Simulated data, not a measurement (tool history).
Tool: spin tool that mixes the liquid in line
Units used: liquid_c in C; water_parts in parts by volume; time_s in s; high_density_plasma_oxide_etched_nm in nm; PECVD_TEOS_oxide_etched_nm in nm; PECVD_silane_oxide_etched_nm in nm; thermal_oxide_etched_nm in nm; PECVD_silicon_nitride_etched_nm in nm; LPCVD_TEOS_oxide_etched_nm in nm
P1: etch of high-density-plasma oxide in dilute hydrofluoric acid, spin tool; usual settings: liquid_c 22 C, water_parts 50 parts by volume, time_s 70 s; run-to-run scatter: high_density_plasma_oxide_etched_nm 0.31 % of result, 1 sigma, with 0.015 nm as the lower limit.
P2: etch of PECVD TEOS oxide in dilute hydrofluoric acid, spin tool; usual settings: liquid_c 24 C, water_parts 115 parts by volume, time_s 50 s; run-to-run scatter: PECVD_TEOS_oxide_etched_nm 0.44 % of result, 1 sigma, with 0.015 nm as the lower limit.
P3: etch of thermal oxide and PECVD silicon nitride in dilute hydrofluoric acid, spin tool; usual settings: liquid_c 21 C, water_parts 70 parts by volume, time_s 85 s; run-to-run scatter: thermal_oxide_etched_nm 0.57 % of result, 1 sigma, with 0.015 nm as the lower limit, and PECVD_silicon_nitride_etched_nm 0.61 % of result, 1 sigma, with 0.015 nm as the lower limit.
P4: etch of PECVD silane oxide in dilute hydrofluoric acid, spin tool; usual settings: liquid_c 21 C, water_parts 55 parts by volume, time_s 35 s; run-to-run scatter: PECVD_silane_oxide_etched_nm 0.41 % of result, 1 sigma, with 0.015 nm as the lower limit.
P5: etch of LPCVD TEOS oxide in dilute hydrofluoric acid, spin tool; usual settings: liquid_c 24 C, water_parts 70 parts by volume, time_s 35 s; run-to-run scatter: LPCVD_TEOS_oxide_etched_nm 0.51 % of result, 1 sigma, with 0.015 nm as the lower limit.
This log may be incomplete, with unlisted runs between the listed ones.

run,hour,process,liquid_c,water_parts,time_s,hours since the thermometer was replaced,hours since the hydrofluoric acid flow meter was replaced,high_density_plasma_oxide_etched_nm,PECVD_TEOS_oxide_etched_nm,PECVD_silane_oxide_etched_nm,thermal_oxide_etched_nm,PECVD_silicon_nitride_etched_nm,LPCVD_TEOS_oxide_etched_nm
1,7.4,P1,22,50,70,833.1,484.1,10.478,,,,,
2,12.7,P1,22,50,105,838.4,489.4,15.76,,,,,
3,19.2,P2,24,25,50,844.9,495.9,,60.789,,,,
4,26.2,P4,21,55,35,851.9,502.9,,,19.96,,,
5,32.1,P1,22,50,70,857.8,508.8,10.398,,,,,
6,36.4,P3,21,70,85,862.1,513.1,,,,5.1041,5.851,
7,41.8,P3,21,20,85,867.5,518.5,,,,18.812,19.728,
8,46.9,P1,22,50,70,872.6,523.6,10.481,,,,,
9,52.3,P1,17,25,70,878,529,17.448,,,,,
10,61.1,P1,17,35,70,886.8,537.8,12.219,,,,,
11,68.9,P1,22,50,70,894.6,545.6,10.442,,,,,
12,74.9,P5,24,70,35,900.6,551.6,,,,,,28.603
13,79.2,P5,24,70,15,904.9,555.9,,,,,,12.28
14,84.6,P1,22,50,20,910.3,561.3,2.9903,,,,,
15,93.7,P2,24,115,15,919.4,570.4,,3.5254,,,,
16,100,P5,24,105,35,925.7,576.7,,,,,,18.244
17,106.6,P3,28.5,70,85,932.3,583.3,,,,6.8294,9.6587,
18,116.2,P1,22,75,120,941.9,592.9,11.587,,,,,
19,122.7,P1,27.5,50,70,948.4,599.4,13.047,,,,,
20,131.8,P1,22,25,70,957.5,608.5,21.535,,,,,
21,138.9,P1,22,75,70,964.6,615.6,6.7898,,,,,
22,143.8,P2,31.5,115,50,969.5,620.5,,15.619,,,,
23,148.1,P5,18,70,35,973.8,624.8,,,,,,22.118
24,157,P4,27,55,35,982.7,633.7,,,25.526,,,
25,161.8,P2,24,115,50,987.5,638.5,,11.767,,,,
26,167.8,P3,21,70,135,993.5,644.5,,,,7.9882,9.3256,
27,174.5,P4,21,95,35,1000.2,651.2,,,10.998,,,
28,182,P4,21,55,15,1007.7,658.7,,,8.6277,,,
29,187.4,P1,18,50,70,1013.1,664.1,8.8202,,,,,
30,195.4,P5,24,70,35,1021.1,672.1,,,,,,28.567
31,203.1,P1,22,50,70,1028.8,679.8,10.446,,,,,
32,207.6,P1,22,50,70,1033.3,684.3,10.439,,,,,
33,216.8,P1,22,50,70,1042.5,693.5,10.188,,,,,
34,223.5,P1,22,50,70,1049.2,700.2,10.017,,,,,
35,229.4,P1,22,50,70,1055.1,706.1,9.9503,,,,,
36,236.3,P1,22,50,70,1062,713,9.9595,,,,,
37,244.3,P1,22,50,70,1070,721,9.8917,,,,,
38,251.6,P1,22,50,70,1077.3,728.3,9.9021,,,,,
39,257.1,P1,22,50,70,1082.8,733.8,9.8585,,,,,
40,262,P1,22,50,70,1087.7,738.7,9.9096,,,,,

What P1 gives has crept off from where it sat before. The 2 causes that follow fit the log equally well, each at the size noted:
A: hydrofluoric acid flow below the setpoint (%) = 5.31
B: liquid colder than its thermometer reads (K) = 1.39
Onset of the creep was near hour 207.6.

Each of the check runs listed below is run on 2 wafers and reports their average, with the results left as question marks. Pick the one under which the possible causes would lead to clearly different results.
check 1,266.9,P2,24,115,50,,,,?,,,,
check 2,266.9,P5,24,70,35,,,,,,,,?
check 3,266.9,P4,21,55,35,,,,,?,,,
check 4,266.9,P3,21,70,85,,,,,,?,?,

Outcome of each check run for each possible cause:
check,result,if A,if B
check 1,PECVD_TEOS_oxide_etched_nm,11.009,11.091
check 2,LPCVD_TEOS_oxide_etched_nm,26.994,27.076
check 3,PECVD_silane_oxide_etched_nm,18.877,18.869
check 4,thermal_oxide_etched_nm,4.7763,4.7822
check 4,PECVD_silicon_nitride_etched_nm,5.5605,5.331
How far apart the two closest causes lie, in the result that separates them most: check 1 0.74 %; check 2 0.3 %; check 3 0.04 %; check 4 4.21 %
Of the check runs offered, only check 4 discriminates between the causes; the rest would read about the same regardless of which cause applies.

Then check 4 was run and gave: thermal_oxide_etched_nm 4.8157 nm; PECVD_silicon_nitride_etched_nm 5.3063 nm. Which cause is it?

B is the cause: liquid colder than its thermometer reads (K).

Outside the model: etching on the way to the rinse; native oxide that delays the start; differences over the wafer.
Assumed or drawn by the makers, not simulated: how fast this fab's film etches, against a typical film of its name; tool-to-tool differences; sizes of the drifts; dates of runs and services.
